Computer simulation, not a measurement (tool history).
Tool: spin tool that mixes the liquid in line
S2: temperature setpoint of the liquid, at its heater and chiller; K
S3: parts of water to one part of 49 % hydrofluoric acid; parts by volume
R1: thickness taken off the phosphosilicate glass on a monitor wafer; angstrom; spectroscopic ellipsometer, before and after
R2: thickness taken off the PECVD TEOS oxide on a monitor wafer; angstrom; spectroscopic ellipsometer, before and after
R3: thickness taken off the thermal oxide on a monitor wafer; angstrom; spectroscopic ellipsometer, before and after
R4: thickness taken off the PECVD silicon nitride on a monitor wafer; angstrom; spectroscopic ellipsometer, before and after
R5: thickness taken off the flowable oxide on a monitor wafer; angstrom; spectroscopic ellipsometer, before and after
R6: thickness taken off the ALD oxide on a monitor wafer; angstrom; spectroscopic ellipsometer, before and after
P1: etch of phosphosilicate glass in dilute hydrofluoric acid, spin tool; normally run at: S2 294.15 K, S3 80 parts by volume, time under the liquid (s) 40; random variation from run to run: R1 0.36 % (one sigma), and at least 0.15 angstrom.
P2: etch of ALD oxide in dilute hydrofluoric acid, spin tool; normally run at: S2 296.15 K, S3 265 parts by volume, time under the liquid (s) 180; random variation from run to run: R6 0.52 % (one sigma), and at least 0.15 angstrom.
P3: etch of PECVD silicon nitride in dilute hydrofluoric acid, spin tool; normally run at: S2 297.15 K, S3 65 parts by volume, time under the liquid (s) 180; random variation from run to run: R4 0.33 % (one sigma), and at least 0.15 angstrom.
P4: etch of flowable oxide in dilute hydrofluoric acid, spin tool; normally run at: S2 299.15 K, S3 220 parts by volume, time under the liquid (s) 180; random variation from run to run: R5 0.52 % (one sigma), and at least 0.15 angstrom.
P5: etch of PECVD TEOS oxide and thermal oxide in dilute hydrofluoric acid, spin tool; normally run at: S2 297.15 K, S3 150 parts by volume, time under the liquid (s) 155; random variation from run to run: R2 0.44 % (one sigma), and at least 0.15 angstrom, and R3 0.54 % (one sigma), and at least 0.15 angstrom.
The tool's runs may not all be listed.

run 1 day=0.125 | process_that_ran=P1 S2=294.15 S3=80 time_under_the_liquid_(s)=40 | R1=313.46
run 2 day=0.304 | process_that_ran=P5 S2=297.15 S3=150 time_under_the_liquid_(s)=305 | R2=162.57 R3=86.464
run 3 day=0.562 | process_that_ran=P3 S2=297.15 S3=65 time_under_the_liquid_(s)=180 | R4=139.78
run 4 day=0.742 | process_that_ran=P4 S2=299.15 S3=45 time_under_the_liquid_(s)=180 | R5=1708.8
run 5 day=0.908 | process_that_ran=P1 S2=294.15 S3=50 time_under_the_liquid_(s)=40 | R1=517.84
run 6 day=1.171 | process_that_ran=P5 S2=297.15 S3=150 time_under_the_liquid_(s)=155 | R2=82.496 R3=44.278
run 7 day=1.35 | process_that_ran=P1 S2=294.15 S3=20 time_under_the_liquid_(s)=55 | R1=1845.6
run 8 day=1.496 | process_that_ran=P1 S2=302.15 S3=80 time_under_the_liquid_(s)=40 | R1=426.82
run 9 day=1.7 | process_that_ran=P1 S2=294.15 S3=80 time_under_the_liquid_(s)=40 | R1=310.78
run 10 day=1.817 | process_that_ran=P2 S2=296.15 S3=55 time_under_the_liquid_(s)=180 | R6=326.12
run 11 day=2.058 | process_that_ran=P1 S2=294.15 S3=125 time_under_the_liquid_(s)=40 | R1=189.91
run 12 day=2.317 | process_that_ran=P4 S2=299.15 S3=220 time_under_the_liquid_(s)=180 | R5=280.94
-- day=2.483 hydrofluoric acid flow meter replaced
run 13 day=2.558 | process_that_ran=P1 S2=294.15 S3=80 time_under_the_liquid_(s)=40 | R1=310.68
run 14 day=2.8 | process_that_ran=P4 S2=293.15 S3=220 time_under_the_liquid_(s)=180 | R5=225.94
run 15 day=3.008 | process_that_ran=P1 S2=294.15 S3=80 time_under_the_liquid_(s)=40 | R1=311.75
run 16 day=3.125 | process_that_ran=P1 S2=294.15 S3=80 time_under_the_liquid_(s)=40 | R1=312.04
run 17 day=3.262 | process_that_ran=P3 S2=302.65 S3=65 time_under_the_liquid_(s)=180 | R4=200.35
run 18 day=3.471 | process_that_ran=P2 S2=296.15 S3=265 time_under_the_liquid_(s)=180 | R6=53.649
run 19 day=3.625 | process_that_ran=P1 S2=290.15 S3=80 time_under_the_liquid_(s)=40 | R1=262.79
run 20 day=3.808 | process_that_ran=P2 S2=296.15 S3=265 time_under_the_liquid_(s)=180 | R6=53.93
run 21 day=3.996 | process_that_ran=P2 S2=296.15 S3=265 time_under_the_liquid_(s)=40 | R6=12.158
run 22 day=4.171 | process_that_ran=P1 S2=290.15 S3=80 time_under_the_liquid_(s)=20 | R1=131.32
run 23 day=4.404 | process_that_ran=P5 S2=297.15 S3=70 time_under_the_liquid_(s)=155 | R2=196.27 R3=103.96
run 24 day=4.558 | process_that_ran=P3 S2=297.15 S3=65 time_under_the_liquid_(s)=180 | R4=140.21
run 25 day=4.679 | process_that_ran=P1 S2=290.65 S3=80 time_under_the_liquid_(s)=15 | R1=101.11
run 26 day=4.796 | process_that_ran=P4 S2=299.15 S3=220 time_under_the_liquid_(s)=180 | R5=281.98
run 27 day=4.933 | process_that_ran=P5 S2=290.15 S3=150 time_under_the_liquid_(s)=155 | R2=63.07 R3=33.167
run 28 day=5.154 | process_that_ran=P4 S2=299.15 S3=220 time_under_the_liquid_(s)=45 | R5=69.495
run 29 day=5.383 | process_that_ran=P1 S2=294.15 S3=80 time_under_the_liquid_(s)=75 | R1=580.79
run 30 day=5.629 | process_that_ran=P1 S2=294.15 S3=80 time_under_the_liquid_(s)=15 | R1=115.8
run 31 day=5.804 | process_that_ran=P3 S2=297.15 S3=65 time_under_the_liquid_(s)=355 | R4=274.49
run 32 day=5.988 | process_that_ran=P1 S2=294.15 S3=80 time_under_the_liquid_(s)=40 | R1=312.14
run 33 day=6.196 | process_that_ran=P3 S2=297.15 S3=110 time_under_the_liquid_(s)=180 | R4=83.553
run 34 day=6.412 | process_that_ran=P2 S2=290.15 S3=265 time_under_the_liquid_(s)=180 | R6=43.115
run 35 day=6.633 | process_that_ran=P1 S2=294.15 S3=80 time_under_the_liquid_(s)=40 | R1=312.21
run 36 day=6.812 | process_that_ran=P1 S2=294.15 S3=80 time_under_the_liquid_(s)=40 | R1=323.78
run 37 day=7.038 | process_that_ran=P1 S2=294.15 S3=80 time_under_the_liquid_(s)=40 | R1=331.77
run 38 day=7.283 | process_that_ran=P1 S2=294.15 S3=80 time_under_the_liquid_(s)=40 | R1=336.19
run 39 day=7.504 | process_that_ran=P1 S2=294.15 S3=80 time_under_the_liquid_(s)=40 | R1=340.46
run 40 day=7.654 | process_that_ran=P1 S2=294.15 S3=80 time_under_the_liquid_(s)=40 | R1=340.06
run 41 day=7.875 | process_that_ran=P1 S2=294.15 S3=80 time_under_the_liquid_(s)=40 | R1=342.46
run 42 day=8.129 | process_that_ran=P1 S2=294.15 S3=80 time_under_the_liquid_(s)=40 | R1=343.11
run 43 day=8.262 | process_that_ran=P1 S2=294.15 S3=80 time_under_the_liquid_(s)=40 | R1=341.53
run 44 day=8.412 | process_that_ran=P1 S2=294.15 S3=80 time_under_the_liquid_(s)=40 | R1=341.97

What P1 gives has crept away from where it was. These 2 causes fit the log equally well, each at the size given:
A: liquid hotter than its thermometer reads (K) = 2.39
B: hydrofluoric acid flow above the setpoint (%) = 9.36
The creep began at about day 6.633.

4 check runs are offered, one wafer each, their results left as question marks. Which one tells the causes apart?
run check 1 day=8.562 | process_that_ran=P2 S2=296.15 S3=60 time_under_the_liquid_(s)=40 | R6=?
run check 2 day=8.562 | process_that_ran=P4 S2=299.15 S3=55 time_under_the_liquid_(s)=95 | R5=?
run check 3 day=8.562 | process_that_ran=P5 S2=292.65 S3=75 time_under_the_liquid_(s)=155 | R2=? R3=?
run check 4 day=8.562 | process_that_ran=P3 S2=297.15 S3=110 time_under_the_liquid_(s)=180 | R4=?

What each check would give under each cause:
check=check_1 result=R6 if_A=73.087 if_B=72.993
check=check_2 result=R5 if_A=795.36 if_B=795.82
check=check_3 result=R2 if_A=166.61 if_B=166.22
check=check_3 result=R3 if_A=88.432 if_B=88.227
check=check_4 result=R4 if_A=97.188 if_B=90.894
How far apart the two closest causes lie, in the result that separates them most: check 1 0.13 %; check 2 0.06 %; check 3 0.23 %; check 4 6.7 %
Check 4 tells the causes apart: in the others they would give nearly the same result.

Check 4 was then run and gave: R4 90.226 angstrom. Which cause is it?

It is B: hydrofluoric acid flow above the setpoint (%).

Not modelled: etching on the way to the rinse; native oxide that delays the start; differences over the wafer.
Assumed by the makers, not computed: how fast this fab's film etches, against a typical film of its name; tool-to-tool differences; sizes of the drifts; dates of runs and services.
